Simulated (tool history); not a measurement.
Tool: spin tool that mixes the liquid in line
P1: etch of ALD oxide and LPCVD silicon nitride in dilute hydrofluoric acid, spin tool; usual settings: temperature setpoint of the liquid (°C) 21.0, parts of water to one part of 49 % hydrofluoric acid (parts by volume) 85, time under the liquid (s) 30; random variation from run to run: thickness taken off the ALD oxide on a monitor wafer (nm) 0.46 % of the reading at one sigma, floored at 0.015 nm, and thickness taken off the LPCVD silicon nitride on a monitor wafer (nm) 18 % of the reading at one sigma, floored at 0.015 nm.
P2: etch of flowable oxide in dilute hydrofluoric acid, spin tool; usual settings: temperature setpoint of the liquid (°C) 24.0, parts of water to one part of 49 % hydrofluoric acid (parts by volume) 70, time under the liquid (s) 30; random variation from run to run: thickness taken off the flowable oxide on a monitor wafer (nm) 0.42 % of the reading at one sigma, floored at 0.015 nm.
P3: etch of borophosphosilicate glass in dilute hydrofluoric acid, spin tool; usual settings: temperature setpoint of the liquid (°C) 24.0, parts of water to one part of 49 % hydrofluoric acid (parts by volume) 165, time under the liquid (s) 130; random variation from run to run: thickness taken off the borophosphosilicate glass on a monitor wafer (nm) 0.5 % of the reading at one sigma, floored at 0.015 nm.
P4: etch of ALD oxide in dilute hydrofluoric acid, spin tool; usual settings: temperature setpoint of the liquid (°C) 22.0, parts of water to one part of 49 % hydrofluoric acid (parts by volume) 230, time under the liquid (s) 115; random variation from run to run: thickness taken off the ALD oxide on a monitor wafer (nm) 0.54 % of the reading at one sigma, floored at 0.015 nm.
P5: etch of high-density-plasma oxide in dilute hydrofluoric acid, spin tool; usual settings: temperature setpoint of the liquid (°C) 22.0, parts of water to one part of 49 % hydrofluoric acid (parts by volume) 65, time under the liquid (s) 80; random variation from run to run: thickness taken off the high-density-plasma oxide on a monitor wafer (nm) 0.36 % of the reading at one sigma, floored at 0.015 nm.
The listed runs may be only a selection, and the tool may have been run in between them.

run	hour	process that ran	temperature setpoint of the liquid (°C)	parts of water to one part of 49 % hydrofluoric acid (parts by volume)	time under the liquid (s)	hours since the thermometer was replaced	hours since the hydrofluoric acid flow meter was replaced	thickness taken off the ALD oxide on a monitor wafer (nm)	thickness taken off the LPCVD silicon nitride on a monitor wafer (nm)	thickness taken off the borophosphosilicate glass on a monitor wafer (nm)	thickness taken off the high-density-plasma oxide on a monitor wafer (nm)	thickness taken off the flowable oxide on a monitor wafer (nm)
1	12.3	P1	21.0	85	30	1785.5	402.0	5.6615	0.089006			
2	22.3	P1	28.5	35	30	1795.5	412.0	19.9490	0.532180			
3	31.1	P3	30.5	165	130	1804.3	420.8			45.321		
4	44.6	P5	30.0	65	80	1817.8	434.3				8.5151	
5	51.4	P3	24.0	165	130	1824.6	441.1			35.938		
6	58.2	P5	22.0	20	80	1831.4	447.9				21.1780	
7	72.0	P3	24.0	35	130	1845.2	461.7			198.860		
8	81.1	P2	24.0	70	60	1854.3	470.8					40.010
9	96.2	P1	17.0	85	55	1869.4	485.9	8.7913	0.174000			
10	105.7	P4	22.0	415	115	1878.9	495.4	2.7591				
11	119.9	P4	22.0	230	20	1893.1	509.6	1.0300				
12	129.9	P1	21.0	85	30	1903.1	519.6	5.6959	0.108590			
13	139.7	P2	17.0	70	30	1912.9	529.4					14.892
14	148.3	P2	24.0	70	30	1921.5	538.0					19.903
15	163.4	P5	22.0	65	15	1936.6	553.1				1.1805	
16	171.3	P4	28.0	230	115	1944.5	561.0	7.4583				
17	185.7	P1	17.0	85	30	1958.9	575.4	4.7832	0.135580			
18	199.5	P1	21.0	85	55	1972.7	589.2	10.4070	0.263090			
19	214.7	P5	22.0	65	80	1987.9	604.4				6.1768	
20	223.5	P4	22.0	230	115	1996.7	613.2	5.9631				
21	230.5	P4	22.0	230	115	2003.7	620.2	5.9870				
22	240.6	P1	28.5	85	30	2013.8	630.3	7.6511	0.287170			
23	248.1	P3	24.0	165	15	2021.3	637.8			4.190		
24	259.4	P1	21.0	85	30	2032.6	649.1	5.6995	0.121660			
25	267.6	P1	21.0	35	30	2040.8	657.3	14.6820	0.426030			
26	277.1	P1	21.0	85	15	2050.3	666.8	2.8971	0.084227			
27	288.6	P1	21.0	85	30	2061.8	678.3	5.6932	0.137230			
28	297.9	P3	24.0	165	130	2071.1	687.6			36.136		
29	311.1	P1	21.0	120	30	2084.3	700.8	3.8994	0.105550			
30	325.0	P2	24.0	125	30	2098.2	714.7					10.444
31	331.8	P5	22.0	65	80	2105.0	721.5				6.1331	
32	343.5	P1	21.0	85	30	2116.7	733.2	5.6734	0.155400			
33	355.5	P1	21.0	85	30	2128.7	745.2	5.8108	0.165630			
34	369.8	P1	21.0	85	30	2143.0	759.5	5.9647	0.137690			
35	379.7	P1	21.0	85	30	2152.9	769.4	5.9911	0.148480			
36	392.5	P1	21.0	85	30	2165.7	782.2	6.0868	0.175730			
37	404.8	P1	21.0	85	30	2178.0	794.5	6.0806	0.170230			
38	417.0	P1	21.0	85	30	2190.2	806.7	6.1991	0.092361			
39	431.1	P1	21.0	85	30	2204.3	820.8	6.1867	0.142330			
40	439.9	P1	21.0	85	30	2213.1	829.6	6.2000	0.197510			
41	451.8	P1	21.0	85	30	2225.0	841.5	6.1992	0.101760			
42	459.9	P1	21.0	85	30	2233.1	849.6	6.1570	0.131640			

P1 has crept away from where it was. The log is fitted equally well by each of these 2 causes, at the sizes shown:
A: liquid hotter than its thermometer reads (K) = 1.95
B: hydrofluoric acid flow above the setpoint (%) = 7.49
The creep began at about hour 343.5.

Which of the 4 check runs listed below, each an average over 2 wafers with its results shown as question marks, gives clearly different results under the different listed causes?
check 1	468.0	P2	17.5	70	55							?
check 2	468.0	P5	22.0	45	20						?	
check 3	468.0	P4	28.0	340	115			?				
check 4	468.0	P3	24.0	40	130					?		

Expected result of each check under each candidate cause:
check	result	if A	if B
check 1	thickness taken off the flowable oxide on a monitor wafer (nm)	30.235	30.082
check 2	thickness taken off the high-density-plasma oxide on a monitor wafer (nm)	2.4662	2.4541
check 3	thickness taken off the ALD oxide on a monitor wafer (nm)	4.7396	4.9064
check 4	thickness taken off the borophosphosilicate glass on a monitor wafer (nm)	187.630	186.830
Separation of the two closest causes in each check, using whichever result separates them best: check 1 0.51 %; check 2 0.49 %; check 3 3.46 %; check 4 0.43 %
The other checks would show nearly matching results whichever cause is true, so check 3 is the only one that separates the causes.

After running check 3, the following was obtained: thickness taken off the ALD oxide on a monitor wafer (nm) 4.7381. Which cause does this point to?

A is the cause: liquid hotter than its thermometer reads (K).
